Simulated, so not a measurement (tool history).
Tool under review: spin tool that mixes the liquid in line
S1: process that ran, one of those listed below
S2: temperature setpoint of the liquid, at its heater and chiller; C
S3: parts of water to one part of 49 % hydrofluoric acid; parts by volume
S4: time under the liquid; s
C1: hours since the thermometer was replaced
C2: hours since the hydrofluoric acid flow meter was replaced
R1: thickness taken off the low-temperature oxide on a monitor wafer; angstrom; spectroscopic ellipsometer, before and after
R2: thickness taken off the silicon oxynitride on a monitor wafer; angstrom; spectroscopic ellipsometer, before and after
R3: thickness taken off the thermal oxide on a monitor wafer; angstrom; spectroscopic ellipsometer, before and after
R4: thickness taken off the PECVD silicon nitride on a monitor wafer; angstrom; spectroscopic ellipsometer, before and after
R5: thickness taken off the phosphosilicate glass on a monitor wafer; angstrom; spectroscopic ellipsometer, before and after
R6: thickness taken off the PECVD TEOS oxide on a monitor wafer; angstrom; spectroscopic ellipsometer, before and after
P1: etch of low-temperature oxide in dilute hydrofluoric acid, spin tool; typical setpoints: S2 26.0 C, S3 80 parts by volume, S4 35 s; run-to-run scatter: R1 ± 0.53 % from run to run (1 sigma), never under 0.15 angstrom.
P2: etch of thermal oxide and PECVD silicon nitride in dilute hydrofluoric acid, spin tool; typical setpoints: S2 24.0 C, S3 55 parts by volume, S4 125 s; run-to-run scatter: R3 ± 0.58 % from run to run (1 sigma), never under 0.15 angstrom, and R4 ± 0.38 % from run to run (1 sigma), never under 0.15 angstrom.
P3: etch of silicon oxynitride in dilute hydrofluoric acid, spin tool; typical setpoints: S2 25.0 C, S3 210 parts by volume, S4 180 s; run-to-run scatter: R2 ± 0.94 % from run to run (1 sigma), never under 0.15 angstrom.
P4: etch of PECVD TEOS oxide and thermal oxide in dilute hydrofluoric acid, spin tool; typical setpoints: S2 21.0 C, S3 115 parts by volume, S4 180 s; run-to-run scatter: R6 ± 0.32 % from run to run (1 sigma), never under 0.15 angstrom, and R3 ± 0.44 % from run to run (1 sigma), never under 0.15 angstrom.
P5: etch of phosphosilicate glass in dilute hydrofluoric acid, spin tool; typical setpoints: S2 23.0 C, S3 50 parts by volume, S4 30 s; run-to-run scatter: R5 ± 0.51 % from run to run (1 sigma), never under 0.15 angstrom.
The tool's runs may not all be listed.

run	hour	S1	S2	S3	S4	C1	C2	R1	R2	R3	R4	R5	R6
1	4.1	P1	26.0	80	35	312.7	80.5	50.867					
2	7.3	P3	17.5	210	180	315.9	83.7		15.511				
3	12.9	P2	17.0	55	125	321.5	89.3			89.650	76.421		
4	18.1	P5	23.0	50	30	326.7	94.5					969.51	
5	21.2	P5	23.0	30	30	329.8	97.6					1663.10	
6	26.3	P4	21.0	115	80	334.9	102.7			28.971			113.55
7	31.7	P5	18.5	50	30	340.3	108.1					795.15	
8	37.3	P3	25.0	210	270	345.9	113.7		32.271				
9	41.7	P2	24.0	55	25	350.3	118.1			24.182	24.643		
10	48.0	P2	24.0	55	125	356.6	124.4			121.030	124.310		
11	53.2	P1	26.0	80	15	361.8	129.6	21.800					
12	59.2	P4	21.0	115	180	367.8	135.6			65.937			254.28
13	63.0	P2	24.0	30	125	371.6	139.4			226.810	224.360		
14	66.8	P1	26.0	80	35	375.4	143.2	50.676					
15	70.6	P4	27.5	115	180	379.2	147.0			83.533			326.22
16	74.6	P1	26.0	80	55	383.2	151.0	79.515					
17	78.2	P1	26.0	80	35	386.8	154.6	50.624					
18	81.7	P4	21.0	210	180	390.3	158.1			32.453			125.59
19	86.1	P1	26.0	45	20	394.7	162.5	53.983					
20	91.8	P1	26.0	20	35	400.4	168.2	220.380					
21	96.0	P1	26.0	145	35	404.6	172.4	25.545					
22	99.4	P1	26.0	80	35	408.0	175.8	50.454					
23	105.3	P1	19.5	80	35	413.9	181.7	38.682					
24	108.2	P5	23.0	50	50	416.8	184.6					1593.60	
# hour 113.4: hydrofluoric acid flow meter replaced
25	114.3	P1	32.5	80	15	422.9	1.0	28.166					
26	120.6	P2	24.0	55	125	429.2	7.3			119.550	124.890		
27	126.2	P3	25.0	75	180	434.8	12.9		66.449				
28	132.1	P1	33.5	80	35	440.7	18.8	67.079					
29	138.1	P3	25.0	210	180	446.7	24.8		21.536				
30	141.7	P4	21.0	115	180	450.3	28.4			65.030			255.68
31	147.3	P1	26.0	80	35	455.9	34.0	50.272					
32	151.4	P1	26.0	80	35	460.0	38.1	48.816					
33	155.9	P1	26.0	80	35	464.5	42.6	48.428					
34	160.5	P1	26.0	80	35	469.1	47.2	48.016					
35	166.3	P1	26.0	80	35	474.9	53.0	47.686					
36	170.7	P1	26.0	80	35	479.3	57.4	47.372					
37	175.2	P1	26.0	80	35	483.8	61.9	46.776					
38	178.5	P1	26.0	80	35	487.1	65.2	47.863					
39	181.4	P1	26.0	80	35	490.0	68.1	47.456					

P1 no longer gives what it gave before; its output has crept away from where it was. The following 2 causes, each at its listed size, fit the log equally well:
A: hydrofluoric acid flow below the setpoint (%) = 5.8
B: liquid colder than its thermometer reads (K) = 1.67
The onset of the drift is placed at about hour 147.3.

Which of the 4 check runs listed below separates the causes, so that each cause would produce a clearly different result? Each run uses one wafer, and its results are marked with question marks.
check 1	184.3	P4	21.0	115	180					?			?
check 2	184.3	P5	23.0	50	30							?	
check 3	184.3	P2	24.0	55	125					?	?		
check 4	184.3	P3	25.0	210	180				?				

What each check would give under each cause:
check	result	if A	if B
check 1	R3	61.103	61.090
check 1	R6	236.91	236.86
check 2	R5	905.10	899.71
check 3	R3	112.490	111.970
check 3	R4	117.280	111.070
check 4	R2	19.828	19.742
Smallest distance between any two causes, each pair judged by its most separating result, in per cent: check 1 0.02 %; check 2 0.6 %; check 3 5.44 %; check 4 0.44 %
Of the check runs offered, only check 3 discriminates between the causes; the rest would read about the same regardless of which cause applies.

Running check 3 produced the following: R3 113.050 angstrom; R4 117.310 angstrom. Which one of the listed causes fits?

It was cause A: hydrofluoric acid flow below the setpoint (%).

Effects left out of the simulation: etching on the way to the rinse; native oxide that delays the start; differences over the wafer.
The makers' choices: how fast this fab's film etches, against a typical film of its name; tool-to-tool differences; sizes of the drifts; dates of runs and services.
